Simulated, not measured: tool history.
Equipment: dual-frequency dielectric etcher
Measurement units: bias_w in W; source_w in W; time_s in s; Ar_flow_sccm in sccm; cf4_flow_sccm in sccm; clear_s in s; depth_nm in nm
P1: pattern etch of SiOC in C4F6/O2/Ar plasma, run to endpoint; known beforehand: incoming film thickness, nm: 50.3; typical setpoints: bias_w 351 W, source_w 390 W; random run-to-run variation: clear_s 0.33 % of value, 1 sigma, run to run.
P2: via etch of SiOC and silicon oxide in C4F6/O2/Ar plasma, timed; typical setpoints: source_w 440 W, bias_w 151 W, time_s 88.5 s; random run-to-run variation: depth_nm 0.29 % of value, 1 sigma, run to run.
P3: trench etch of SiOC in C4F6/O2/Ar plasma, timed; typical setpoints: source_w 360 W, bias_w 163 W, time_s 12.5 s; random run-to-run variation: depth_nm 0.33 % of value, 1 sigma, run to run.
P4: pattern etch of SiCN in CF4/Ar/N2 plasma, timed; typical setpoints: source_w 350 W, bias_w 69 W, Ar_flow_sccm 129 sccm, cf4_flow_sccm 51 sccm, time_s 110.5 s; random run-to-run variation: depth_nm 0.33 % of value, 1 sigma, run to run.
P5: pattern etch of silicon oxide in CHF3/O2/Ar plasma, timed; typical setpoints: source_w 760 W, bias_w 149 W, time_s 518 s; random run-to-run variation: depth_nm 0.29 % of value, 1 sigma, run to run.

{"run": 1, "day": 0.125, "process": "P1", "bias_w": 351, "source_w": 390, "clear_s": 19.649}
{"run": 2, "day": 0.296, "process": "P2", "bias_w": 151, "source_w": 610, "time_s": 88.5, "depth_nm": 112.97}
{"run": 3, "day": 0.458, "process": "P2", "bias_w": 151, "source_w": 440, "time_s": 88.5, "depth_nm": 100.29}
{"run": 4, "day": 0.562, "process": "P1", "bias_w": 351, "source_w": 390, "clear_s": 19.874}
{"run": 5, "day": 0.658, "process": "P1", "bias_w": 271, "source_w": 390, "clear_s": 21.766}
{"run": 6, "day": 0.854, "process": "P2", "bias_w": 151, "source_w": 440, "time_s": 88.5, "depth_nm": 100.28}
{"day": 0.892, "done": "bias power generator calibrated"}
{"run": 7, "day": 0.95, "process": "P3", "bias_w": 163, "source_w": 360, "time_s": 12.5, "depth_nm": 23.27}
{"run": 8, "day": 1.112, "process": "P1", "bias_w": 351, "source_w": 230, "clear_s": 24.045}
{"run": 9, "day": 1.3, "process": "P5", "bias_w": 149, "source_w": 1020, "time_s": 518, "depth_nm": 1151.8}
{"run": 10, "day": 1.488, "process": "P4", "bias_w": 69, "source_w": 350, "time_s": 110.5, "Ar_flow_sccm": 98, "cf4_flow_sccm": 51, "depth_nm": 71.374}
{"run": 11, "day": 1.592, "process": "P4", "bias_w": 69, "source_w": 350, "time_s": 79.5, "Ar_flow_sccm": 129, "cf4_flow_sccm": 51, "depth_nm": 49.146}
{"run": 12, "day": 1.742, "process": "P2", "bias_w": 215, "source_w": 440, "time_s": 88.5, "depth_nm": 111.29}
{"run": 13, "day": 1.85, "process": "P4", "bias_w": 69, "source_w": 350, "time_s": 110.5, "Ar_flow_sccm": 129, "cf4_flow_sccm": 62, "depth_nm": 71.197}
{"run": 14, "day": 1.954, "process": "P3", "bias_w": 163, "source_w": 250, "time_s": 12.5, "depth_nm": 20.119}
{"run": 15, "day": 2.129, "process": "P4", "bias_w": 69, "source_w": 350, "time_s": 110.5, "Ar_flow_sccm": 129, "cf4_flow_sccm": 51, "depth_nm": 68.275}
{"run": 16, "day": 2.258, "process": "P1", "bias_w": 430, "source_w": 390, "clear_s": 18.39}
{"run": 17, "day": 2.475, "process": "P1", "bias_w": 351, "source_w": 390, "clear_s": 19.834}
{"run": 18, "day": 2.642, "process": "P1", "bias_w": 351, "source_w": 390, "clear_s": 19.823}
{"run": 19, "day": 2.792, "process": "P5", "bias_w": 149, "source_w": 760, "time_s": 648.5, "depth_nm": 1281.6}
{"run": 20, "day": 2.983, "process": "P5", "bias_w": 149, "source_w": 760, "time_s": 518, "depth_nm": 1026}
{"run": 21, "day": 3.079, "process": "P3", "bias_w": 108, "source_w": 360, "time_s": 12.5, "depth_nm": 20.655}
{"run": 22, "day": 3.217, "process": "P1", "bias_w": 351, "source_w": 480, "clear_s": 18.36}
{"run": 23, "day": 3.4, "process": "P4", "bias_w": 69, "source_w": 440, "time_s": 110.5, "Ar_flow_sccm": 129, "cf4_flow_sccm": 51, "depth_nm": 83.769}
{"run": 24, "day": 3.546, "process": "P1", "bias_w": 351, "source_w": 390, "clear_s": 19.826}
{"run": 25, "day": 3.683, "process": "P2", "bias_w": 151, "source_w": 440, "time_s": 123.5, "depth_nm": 139.16}
{"run": 26, "day": 3.829, "process": "P3", "bias_w": 163, "source_w": 360, "time_s": 12.5, "depth_nm": 23.337}
{"day": 3.996, "done": "wet clean of the chamber"}
{"run": 27, "day": 4.012, "process": "P1", "bias_w": 460, "source_w": 490, "clear_s": 16.504}
{"run": 28, "day": 4.129, "process": "P3", "bias_w": 163, "source_w": 360, "time_s": 7.5, "depth_nm": 14.04}
{"run": 29, "day": 4.312, "process": "P5", "bias_w": 96, "source_w": 760, "time_s": 518, "depth_nm": 898.15}
{"run": 30, "day": 4.508, "process": "P1", "bias_w": 351, "source_w": 390, "clear_s": 19.75}
{"run": 31, "day": 4.612, "process": "P1", "bias_w": 424, "source_w": 280, "clear_s": 20.975}
{"run": 32, "day": 4.708, "process": "P4", "bias_w": 42, "source_w": 350, "time_s": 110.5, "Ar_flow_sccm": 129, "cf4_flow_sccm": 51, "depth_nm": 57.093}
{"run": 33, "day": 4.838, "process": "P1", "bias_w": 351, "source_w": 390, "clear_s": 19.866}
{"run": 34, "day": 5.021, "process": "P1", "bias_w": 351, "source_w": 390, "clear_s": 19.666}
{"run": 35, "day": 5.221, "process": "P1", "bias_w": 351, "source_w": 390, "clear_s": 19.509}
{"day": 5.279, "done": "wet clean of the chamber"}
{"run": 36, "day": 5.354, "process": "P1", "bias_w": 351, "source_w": 390, "clear_s": 19.556}
{"run": 37, "day": 5.483, "process": "P1", "bias_w": 351, "source_w": 390, "clear_s": 19.512}
{"run": 38, "day": 5.633, "process": "P1", "bias_w": 351, "source_w": 390, "clear_s": 19.411}

Run 39, settings as shown, results not yet in. Your forecast:
{"run": 39, "day": 5.742, "process": "P1", "bias_w": 351, "source_w": 390, "clear_s": "?"}

{"run 39": {"clear_s": 19.388}}

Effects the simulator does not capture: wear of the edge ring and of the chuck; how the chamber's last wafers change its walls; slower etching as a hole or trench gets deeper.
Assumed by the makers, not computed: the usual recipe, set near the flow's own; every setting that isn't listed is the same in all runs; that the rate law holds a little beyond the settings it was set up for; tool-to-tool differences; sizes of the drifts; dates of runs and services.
